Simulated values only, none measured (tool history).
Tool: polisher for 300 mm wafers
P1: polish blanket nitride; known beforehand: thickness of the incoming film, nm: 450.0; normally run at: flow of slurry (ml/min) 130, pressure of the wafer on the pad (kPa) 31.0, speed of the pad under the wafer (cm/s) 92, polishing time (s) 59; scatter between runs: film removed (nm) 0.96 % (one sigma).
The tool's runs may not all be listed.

run,hour,flow of slurry (ml/min),pressure of the wafer on the pad (kPa),speed of the pad under the wafer (cm/s),polishing time (s),wafers polished on this pad,hours since the slurry nozzle was cleaned,hours since the head pressure was calibrated,film removed (nm)
1,13.0,130,31.0,92,59,1120,165.6,597.1,115.300
2,24.5,130,19.3,92,83,1283,177.1,608.6,102.220
3,36.2,130,31.0,92,59,1450,188.8,620.3,116.970
4,44.0,130,17.2,92,59,1560,196.6,628.1,64.620
5,61.0,130,31.0,144,59,1802,213.6,645.1,168.390
6,76.3,130,31.0,92,59,2019,228.9,660.4,117.540
7,85.5,130,39.3,92,59,2150,238.1,669.6,146.630
8,93.6,165,31.0,92,59,2265,246.2,677.7,119.960
9,108.4,130,31.0,62,59,2475,261.0,692.5,85.628
10,121.9,80,31.0,92,59,2667,274.5,706.0,102.000
11,134.8,130,31.0,92,59,2850,287.4,718.9,116.600
12,148.4,130,31.0,92,32,3044,301.0,732.5,62.986
13,160.7,130,31.0,92,94,3218,313.3,744.8,186.410
14,177.4,130,31.0,92,59,3456,330.0,761.5,118.940
15,193.7,130,31.0,92,59,3687,346.3,777.8,112.400
16,210.9,130,31.0,92,59,3932,363.5,795.0,108.160
17,222.7,130,31.0,92,59,4099,375.3,806.8,108.350
18,238.6,130,31.0,92,59,4325,391.2,822.7,108.660
19,250.8,130,31.0,92,59,4498,403.4,834.9,103.520
20,268.0,130,31.0,92,59,4743,420.6,852.1,106.890
# hour 269.4: head pressure recalibrated
21,281.9,130,31.0,92,59,4940,434.5,12.5,106.680
22,295.9,130,31.0,92,59,5139,448.5,26.5,105.630
23,306.7,130,31.0,92,59,5293,459.3,37.3,105.690
24,316.4,130,31.0,92,59,5430,469.0,47.0,104.650

The log shows P1 creeping away from where it was. Any of the 2 causes listed here, at the size stated for it, fits the log just as well as the others:
A: removal rate lost through wear of the pad, % = 9.51
B: slurry flow missing at the pad, % = 34.2
Creep in the process output first set in at about hour 177.4.
What rules out each remaining cause:
head's pressure below its setpoint, %: maintenance at hour 269.4, after the shift began, did not return the process to its former output

Of the 4 check runs below, each run on 3 wafers with the results averaged and each result still a question mark, which one would tell the listed causes apart?
check 1,326.1,85,38.6,92,59,,,,?
check 2,326.1,130,19.3,92,59,,,,?
check 3,326.1,130,31.0,64,91,,,,?
check 4,326.1,130,31.0,92,36,,,,?

What each check would give under each cause:
check,result,if A,if B
check 1,film removed (nm),118.510,113.410
check 2,film removed (nm),65.592,65.599
check 3,film removed (nm),121.620,121.630
check 4,film removed (nm),64.322,64.328
Gap, in per cent, between the two causes that each check separates least, read from the result that separates them most: check 1 4.4 %; check 2 0.01 %; check 3 0.01 %; check 4 0.01 %
Only in check 1 would the causes give clearly different results; in the remaining checks their results would be nearly the same.

Check 1 has now been run. It gave: film removed (nm) 118.860. Which of the candidate causes is it?

The correct cause is A, namely: removal rate lost through wear of the pad, %.
